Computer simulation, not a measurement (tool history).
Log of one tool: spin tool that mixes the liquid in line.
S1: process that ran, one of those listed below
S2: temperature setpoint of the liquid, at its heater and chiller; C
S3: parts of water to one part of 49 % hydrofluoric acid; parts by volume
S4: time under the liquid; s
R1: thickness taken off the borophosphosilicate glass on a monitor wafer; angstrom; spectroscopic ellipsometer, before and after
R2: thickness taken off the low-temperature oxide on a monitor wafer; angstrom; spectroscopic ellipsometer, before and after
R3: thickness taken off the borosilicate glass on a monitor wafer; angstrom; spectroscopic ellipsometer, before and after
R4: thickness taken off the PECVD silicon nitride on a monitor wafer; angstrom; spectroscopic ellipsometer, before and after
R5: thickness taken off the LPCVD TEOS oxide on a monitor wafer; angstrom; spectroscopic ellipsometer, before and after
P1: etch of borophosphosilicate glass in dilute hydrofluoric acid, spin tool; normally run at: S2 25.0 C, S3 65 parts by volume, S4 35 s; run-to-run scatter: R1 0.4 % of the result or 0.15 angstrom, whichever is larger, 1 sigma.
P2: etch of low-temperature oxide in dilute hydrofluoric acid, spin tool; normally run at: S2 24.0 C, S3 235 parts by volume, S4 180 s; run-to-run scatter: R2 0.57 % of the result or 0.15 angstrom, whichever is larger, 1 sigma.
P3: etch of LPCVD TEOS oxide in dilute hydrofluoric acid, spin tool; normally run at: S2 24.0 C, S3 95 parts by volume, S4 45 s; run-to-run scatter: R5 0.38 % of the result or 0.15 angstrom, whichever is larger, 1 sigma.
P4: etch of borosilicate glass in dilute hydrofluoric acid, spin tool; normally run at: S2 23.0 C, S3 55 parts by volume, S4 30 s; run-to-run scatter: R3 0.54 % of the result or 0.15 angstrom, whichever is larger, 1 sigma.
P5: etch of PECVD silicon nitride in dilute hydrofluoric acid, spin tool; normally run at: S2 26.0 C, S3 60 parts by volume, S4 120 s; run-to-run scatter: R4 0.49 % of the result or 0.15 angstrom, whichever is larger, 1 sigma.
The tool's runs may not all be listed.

run,hour,S1,S2,S3,S4,R1,R2,R3,R4,R5
1,8.9,P1,25.0,65,35,356.65,,,,
2,17.2,P2,17.0,235,180,,179.92,,,
3,24.1,P1,25.0,65,60,613.29,,,,
4,33.0,P4,23.0,55,30,,,134.83,,
5,37.8,P1,20.5,65,35,300.21,,,,
6,46.0,P4,23.0,20,30,,,388.81,,
7,51.3,P1,25.0,65,20,205.70,,,,
8,58.4,P5,26.0,60,210,,,,139.200,
9,67.1,P1,25.0,65,35,356.75,,,,
10,71.7,P2,24.0,235,180,,234.99,,,
11,79.1,P4,23.0,55,60,,,269.97,,
12,87.3,P1,31.5,65,35,463.42,,,,
13,92.8,P3,24.0,95,75,,,,,445.12
14,97.8,P1,25.0,30,50,1164.70,,,,
15,106.3,P1,25.0,35,15,296.28,,,,
16,113.1,P3,24.0,95,45,,,,,269.84
17,118.3,P1,25.0,65,35,358.45,,,,
18,126.8,P4,30.5,55,30,,,181.78,,
19,133.1,P1,25.0,65,35,357.40,,,,
20,141.5,P5,26.0,60,120,,,,79.851,
21,150.8,P5,26.0,90,120,,,,53.531,
22,159.4,P1,25.0,110,35,199.30,,,,
23,165.3,P1,25.0,40,35,604.42,,,,
24,170.9,P5,30.0,60,120,,,,103.150,
25,175.1,P3,19.0,95,45,,,,,219.15
26,182.4,P2,24.0,55,180,,1238.80,,,
27,190.9,P3,24.0,95,45,,,,,267.56
28,199.2,P2,24.0,235,320,,414.56,,,
29,204.3,P4,23.0,55,30,,,135.81,,
30,209.4,P3,24.0,160,45,,,,,147.51
31,215.5,P1,25.0,65,35,356.39,,,,
32,222.0,P1,25.0,65,35,366.67,,,,
33,231.1,P1,25.0,65,35,375.50,,,,
34,235.8,P1,25.0,65,35,379.33,,,,
35,243.5,P1,25.0,65,35,383.71,,,,
36,250.3,P1,25.0,65,35,381.85,,,,
37,258.2,P1,25.0,65,35,382.57,,,,
38,263.3,P1,25.0,65,35,381.55,,,,
39,268.7,P1,25.0,65,35,382.44,,,,

What P1 gives has crept away from where it was. These 2 causes fit the log equally well, each at the size given:
A: hydrofluoric acid flow above the setpoint (%) = 6.55
B: liquid hotter than its thermometer reads (K) = 1.72
The creep began at about hour 215.5.

4 check runs are offered, one wafer each, their results left as question marks. Which one tells the causes apart?
check 1,274.1,P2,19.0,235,290,,?,,,
check 2,274.1,P4,23.0,20,55,,,?,,
check 3,274.1,P3,20.5,160,45,,,,,?
check 4,274.1,P5,26.0,60,195,,,,?,

What each check would give under each cause:
check,result,if A,if B
check 1,R2,339.38,335.42
check 2,R3,759.06,764.84
check 3,R5,138.09,137.17
check 4,R4,138.180,145.320
How far apart the two closest causes lie, in the result that separates them most: check 1 1.17 %; check 2 0.76 %; check 3 0.67 %; check 4 5.04 %
Check 4 tells the causes apart: in the others they would give nearly the same result.

Then check 4 was run and gave: R4 138.700 angstrom. Which cause is it?

It is A: hydrofluoric acid flow above the setpoint (%).
